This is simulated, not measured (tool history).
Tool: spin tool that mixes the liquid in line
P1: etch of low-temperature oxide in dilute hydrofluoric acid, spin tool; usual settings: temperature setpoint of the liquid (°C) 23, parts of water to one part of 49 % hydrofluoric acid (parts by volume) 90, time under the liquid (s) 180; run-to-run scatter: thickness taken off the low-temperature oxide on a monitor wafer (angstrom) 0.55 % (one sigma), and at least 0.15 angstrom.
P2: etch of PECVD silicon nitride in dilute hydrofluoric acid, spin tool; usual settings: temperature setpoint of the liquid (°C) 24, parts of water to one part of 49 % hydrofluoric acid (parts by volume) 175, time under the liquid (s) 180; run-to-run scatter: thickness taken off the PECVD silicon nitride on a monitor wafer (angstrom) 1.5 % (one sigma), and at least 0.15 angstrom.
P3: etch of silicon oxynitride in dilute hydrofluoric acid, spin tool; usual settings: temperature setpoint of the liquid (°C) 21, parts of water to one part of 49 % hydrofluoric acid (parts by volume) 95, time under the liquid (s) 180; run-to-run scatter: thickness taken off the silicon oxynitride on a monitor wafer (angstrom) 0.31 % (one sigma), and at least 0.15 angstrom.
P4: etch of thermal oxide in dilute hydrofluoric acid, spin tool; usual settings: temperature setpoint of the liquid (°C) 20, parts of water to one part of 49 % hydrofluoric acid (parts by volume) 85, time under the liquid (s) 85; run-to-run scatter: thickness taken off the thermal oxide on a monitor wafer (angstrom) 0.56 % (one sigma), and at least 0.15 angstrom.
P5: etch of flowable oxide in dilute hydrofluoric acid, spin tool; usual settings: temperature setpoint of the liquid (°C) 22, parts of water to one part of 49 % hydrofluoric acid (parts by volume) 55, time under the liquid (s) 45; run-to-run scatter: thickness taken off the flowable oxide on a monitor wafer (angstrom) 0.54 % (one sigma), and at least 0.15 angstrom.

run,day,process that ran,temperature setpoint of the liquid (°C),parts of water to one part of 49 % hydrofluoric acid (parts by volume),time under the liquid (s),thickness taken off the low-temperature oxide on a monitor wafer (angstrom),thickness taken off the silicon oxynitride on a monitor wafer (angstrom),thickness taken off the thermal oxide on a monitor wafer (angstrom),thickness taken off the PECVD silicon nitride on a monitor wafer (angstrom),thickness taken off the flowable oxide on a monitor wafer (angstrom)
1,0.471,P1,23,90,180,425.51,,,,
2,1.025,P3,21,95,30,,11.742,,,
3,1.621,P4,20,150,85,,,20.806,,
4,2.046,P2,24,30,180,,,,101.89,
5,2.642,P1,28.5,90,180,529.9,,,,
6,3.221,P1,23,45,180,901.11,,,,
7,3.712,P5,22,55,45,,,,,176.79
8,4.175,P1,23,90,180,424.22,,,,
9,4.75,P4,20,85,85,,,39.241,,
10,5.225,P4,20,85,15,,,6.8664,,
11,5.554,P4,17,85,85,,,35.09,,
12,6.062,P5,17,55,45,,,,,144.06
13,6.446,P2,24,175,180,,,,17.94,
14,6.9,P1,28,35,180,1428,,,,
15,7.283,P5,22,55,70,,,,,275.2
16,7.862,P1,23,90,95,224.63,,,,
17,8.333,P1,23,90,180,425.85,,,,
18,8.846,P1,23,90,290,691.79,,,,
19,9.404,P1,23,90,180,425.7,,,,
20,9.696,P3,21,170,180,,37.652,,,
21,10.246,P3,21,95,180,,71.872,,,
22,10.846,P5,22,100,45,,,,,92.159
23,11.371,P2,32,175,180,,,,29.32,
24,12,P3,21,95,180,,70.955,,,
25,12.446,P1,17,90,180,333.77,,,,
26,12.988,P1,23,90,180,423.62,,,,
27,13.317,P2,24,175,310,,,,31.23,
28,13.808,P2,24,175,180,,,,17.673,
29,14.171,P1,23,90,180,425.28,,,,
30,14.65,P1,23,125,180,292.4,,,,
31,14.946,P3,29.5,95,180,,106.61,,,
32,15.25,P1,23,90,180,423.36,,,,
33,15.558,P1,23,90,180,413.93,,,,
34,16.042,P1,23,90,180,404.7,,,,
35,16.325,P1,23,90,180,407.33,,,,
36,16.808,P1,23,90,180,394.43,,,,
37,17.133,P1,23,90,180,393.26,,,,
38,17.733,P1,23,90,180,390.77,,,,
39,18.342,P1,23,90,180,392.17,,,,
40,18.688,P1,23,90,180,388.36,,,,
41,19.054,P1,23,90,180,396.02,,,,
42,19.575,P1,23,90,180,388.37,,,,

What P1 gives has crept away from where it was. These 2 causes fit the log equally well, each at the size given:
A: hydrofluoric acid flow below the setpoint (%) = 7.28
B: liquid colder than its thermometer reads (K) = 2.08
The creep began at about day 15.25.

4 check runs are offered, each on 5 wafers whose results are averaged, their results left as question marks. Which one tells the causes apart?
check 1,20.096,P5,19,95,45,,,,,?
check 2,20.096,P2,31.5,75,180,,,,?,
check 3,20.096,P3,21,135,30,,?,,,
check 4,20.096,P4,20,115,20,,,?,,

What each check would give under each cause:
check,result,if A,if B
check 1,thickness taken off the flowable oxide on a monitor wafer (angstrom),79.357,79.078
check 2,thickness taken off the PECVD silicon nitride on a monitor wafer (angstrom),62.416,59.024
check 3,thickness taken off the silicon oxynitride on a monitor wafer (angstrom),7.4801,7.3564
check 4,thickness taken off the thermal oxide on a monitor wafer (angstrom),6.0923,6.092
How far apart the two closest causes lie, in the result that separates them most: check 1 0.35 %; check 2 5.59 %; check 3 1.67 %; check 4 0 %
Check 2 tells the causes apart: in the others they would give nearly the same result.

Then check 2 was run and gave: thickness taken off the PECVD silicon nitride on a monitor wafer (angstrom) 62.746. Which cause is it?

It is A: hydrofluoric acid flow below the setpoint (%).

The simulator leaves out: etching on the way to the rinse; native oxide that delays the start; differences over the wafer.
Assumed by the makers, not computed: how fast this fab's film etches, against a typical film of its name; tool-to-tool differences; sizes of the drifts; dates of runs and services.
